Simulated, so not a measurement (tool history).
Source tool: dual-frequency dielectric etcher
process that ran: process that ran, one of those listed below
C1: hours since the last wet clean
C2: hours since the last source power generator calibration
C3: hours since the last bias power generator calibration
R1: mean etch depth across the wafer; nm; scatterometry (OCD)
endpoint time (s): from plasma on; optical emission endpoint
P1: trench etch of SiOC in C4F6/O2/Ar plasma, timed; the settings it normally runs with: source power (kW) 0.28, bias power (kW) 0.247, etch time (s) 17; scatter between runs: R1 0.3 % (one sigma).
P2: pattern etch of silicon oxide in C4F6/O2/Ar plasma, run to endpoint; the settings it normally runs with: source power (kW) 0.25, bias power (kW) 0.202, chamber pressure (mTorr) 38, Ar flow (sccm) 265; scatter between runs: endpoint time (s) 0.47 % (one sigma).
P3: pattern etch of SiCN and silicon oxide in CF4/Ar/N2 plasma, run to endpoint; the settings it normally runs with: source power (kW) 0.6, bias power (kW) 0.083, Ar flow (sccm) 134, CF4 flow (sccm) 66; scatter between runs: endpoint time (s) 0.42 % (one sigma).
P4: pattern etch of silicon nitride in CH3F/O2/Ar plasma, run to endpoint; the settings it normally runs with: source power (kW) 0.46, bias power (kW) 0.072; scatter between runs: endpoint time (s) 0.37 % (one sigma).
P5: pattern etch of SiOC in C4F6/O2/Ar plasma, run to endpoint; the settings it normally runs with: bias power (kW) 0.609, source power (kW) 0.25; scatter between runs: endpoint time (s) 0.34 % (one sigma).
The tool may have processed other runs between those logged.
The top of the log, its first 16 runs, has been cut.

Run 17, hour 210.9: process that ran P1, source power (kW) 0.4, bias power (kW) 0.247, etch time (s) 17; C1 540.9; C2 1330.1; C3 2393.9. Result: R1 39.654 nm.
Run 18, hour 221.9: process that ran P1, source power (kW) 0.28, bias power (kW) 0.247, etch time (s) 17; C1 551.9; C2 1341.1; C3 2404.9. Result: R1 34.431 nm.
Run 19, hour 232.2: process that ran P2, source power (kW) 0.34, bias power (kW) 0.202, chamber pressure (mTorr) 38, Ar flow (sccm) 265; C1 562.2; C2 1351.4; C3 2415.2. Result: endpoint time (s) 11.871.
Run 20, hour 239.3: process that ran P1, source power (kW) 0.37, bias power (kW) 0.247, etch time (s) 23; C1 569.3; C2 1358.5; C3 2422.3. Result: R1 51.789 nm.
Run 21, hour 251: process that ran P1, source power (kW) 0.28, bias power (kW) 0.247, etch time (s) 17; C1 581; C2 1370.2; C3 2434. Result: R1 34.47 nm.
Run 22, hour 264: process that ran P1, source power (kW) 0.28, bias power (kW) 0.247, etch time (s) 17; C1 594; C2 1383.2; C3 2447. Result: R1 34.589 nm.
Run 23, hour 275.5: process that ran P2, source power (kW) 0.25, bias power (kW) 0.202, chamber pressure (mTorr) 38, Ar flow (sccm) 265; C1 605.5; C2 1394.7; C3 2458.5. Result: endpoint time (s) 13.469.
Run 24, hour 291.5: process that ran P5, source power (kW) 0.25, bias power (kW) 0.785; C1 621.5; C2 1410.7; C3 2474.5. Result: endpoint time (s) 16.823.
Run 25, hour 306.8: process that ran P1, source power (kW) 0.28, bias power (kW) 0.247, etch time (s) 13.5; C1 636.8; C2 1426; C3 2489.8. Result: R1 27.376 nm.
Run 26, hour 320.8: process that ran P4, source power (kW) 0.46, bias power (kW) 0.072; C1 650.8; C2 1440; C3 2503.8. Result: endpoint time (s) 74.952.
Run 27, hour 332.1: process that ran P4, source power (kW) 0.46, bias power (kW) 0.056; C1 662.1; C2 1451.3; C3 2515.1. Result: endpoint time (s) 82.034.
At hour 346: wet clean of the chamber.
Run 28, hour 348.3: process that ran P1, source power (kW) 0.28, bias power (kW) 0.247, etch time (s) 17; C1 2.4; C2 1467.5; C3 2531.3. Result: R1 34.497 nm.
Run 29, hour 357.4: process that ran P1, source power (kW) 0.28, bias power (kW) 0.326, etch time (s) 17; C1 11.5; C2 1476.6; C3 2540.4. Result: R1 37.838 nm.

Forecast run 30:
Run 30, hour 364.9: process that ran P1, source power (kW) 0.28, bias power (kW) 0.247, etch time (s) 21; C1 19; C2 1484.1; C3 2547.9. Result: R1 ?.

For run 30 the tool returned R1 42.271 nm.

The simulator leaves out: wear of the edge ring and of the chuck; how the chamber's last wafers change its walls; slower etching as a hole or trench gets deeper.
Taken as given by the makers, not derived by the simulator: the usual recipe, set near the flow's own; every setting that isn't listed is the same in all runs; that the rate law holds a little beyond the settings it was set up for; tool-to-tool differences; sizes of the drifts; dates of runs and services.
